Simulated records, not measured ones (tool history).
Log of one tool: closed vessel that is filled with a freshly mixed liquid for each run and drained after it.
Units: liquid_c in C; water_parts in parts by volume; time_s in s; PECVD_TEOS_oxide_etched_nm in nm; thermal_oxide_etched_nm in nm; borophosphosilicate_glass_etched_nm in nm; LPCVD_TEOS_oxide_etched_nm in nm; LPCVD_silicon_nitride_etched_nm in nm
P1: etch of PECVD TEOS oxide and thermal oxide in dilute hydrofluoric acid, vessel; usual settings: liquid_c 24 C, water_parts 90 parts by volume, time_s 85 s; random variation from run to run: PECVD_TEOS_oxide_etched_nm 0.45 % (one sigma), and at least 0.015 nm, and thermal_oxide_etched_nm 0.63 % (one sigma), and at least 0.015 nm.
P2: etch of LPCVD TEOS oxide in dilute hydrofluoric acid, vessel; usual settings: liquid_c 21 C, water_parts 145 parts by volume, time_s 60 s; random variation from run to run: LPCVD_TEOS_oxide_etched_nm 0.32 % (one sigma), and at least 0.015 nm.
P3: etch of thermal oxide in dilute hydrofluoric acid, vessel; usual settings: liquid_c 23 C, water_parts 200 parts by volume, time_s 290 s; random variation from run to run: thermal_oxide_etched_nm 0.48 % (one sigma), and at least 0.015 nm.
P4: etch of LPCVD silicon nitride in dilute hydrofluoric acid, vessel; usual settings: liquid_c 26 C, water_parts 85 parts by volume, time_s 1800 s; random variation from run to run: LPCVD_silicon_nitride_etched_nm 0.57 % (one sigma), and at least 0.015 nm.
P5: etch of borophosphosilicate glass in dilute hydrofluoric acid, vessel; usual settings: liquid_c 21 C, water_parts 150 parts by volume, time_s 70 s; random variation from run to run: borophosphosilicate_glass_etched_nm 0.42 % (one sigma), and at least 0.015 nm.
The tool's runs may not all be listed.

run  hour  process  liquid_c  water_parts  time_s  hours since the thermometer was replaced  hours since the hydrofluoric acid flow meter was replaced  PECVD_TEOS_oxide_etched_nm  thermal_oxide_etched_nm  borophosphosilicate_glass_etched_nm  LPCVD_TEOS_oxide_etched_nm  LPCVD_silicon_nitride_etched_nm
  1   3.3       P1        24           90      85                                     996.2                                                      138.6                      18.859                   4.7202
  2   7.1       P1        24          155      85                                      1000                                                      142.4                      10.197                   2.5097
  3  10.3       P1        24           90      85                                    1003.2                                                      145.6                       18.76                   4.7211
  4  13.4       P1        24           90      85                                    1006.3                                                      148.7                      18.652                   4.6734
  5  16.2       P5        21          150      70                                    1009.1                                                      151.5                                                                                    21.392
  6  20.4       P1        24           90      85                                    1013.3                                                      155.7                      18.816                   4.6822
  7  24.2       P5        21          150     135                                    1017.1                                                      159.5                                                                                    41.102
  8  28.1       P3        29          200     290                                      1021                                                      163.4                                               7.7962
  9    32       P1      28.5           90      30                                    1024.9                                                      167.3                       7.953                    1.969
 10  35.4       P1        17           50      85                                    1028.3                                                      170.7                      26.414                   6.5701
 11  37.5       P2        21          145      60                                    1030.4                                                      172.8                                                                                                                8.1444
 12  41.7       P2      27.5          145      60                                    1034.6                                                        177                                                                                                                10.506
 13  44.9       P5      25.5          150      70                                    1037.8                                                      180.2                                                                                     25.42
 14  47.3       P1        24           90      85                                    1040.2                                                      182.6                      18.949                   4.7164
 15  50.5       P3        23          300     290                                    1043.4                                                      185.8                                               3.7576
 16  54.3       P4        26           85    1800                                    1047.2                                                      189.6                                                                                                                                                 12.095
 17  56.2       P1        24           90      85                                    1049.1                                                      191.5                       18.81                   4.6642
 18  58.3       P1        24           90     125                                    1051.2                                                      193.6                      27.753                   6.9036
 19  62.4       P1      31.5           90      85                                    1055.3                                                      197.7                      25.021                   6.2156
 20    66       P4        26          150    1800                                    1058.9                                                      201.3                                                                                                                                                 6.8229
 21  68.6       P4        26           85    1800                                    1061.5                                                      203.9                                                                                                                                                 12.015
 22  70.8       P1        24           55      85                                    1063.7                                                      206.1                      32.252                    8.159
 23  74.5       P4        26           85    3520                                    1067.4                                                      209.8                                                                                                                                                  23.36
 24    78       P5        21           60      70                                    1070.9                                                      213.3                                                                                    59.205

The next listed run, before its measurement:
 25  80.3       P3        23          200     135                                    1073.2                                                      215.6                                                    ?

thermal_oxide_etched_nm: 2.899 nm
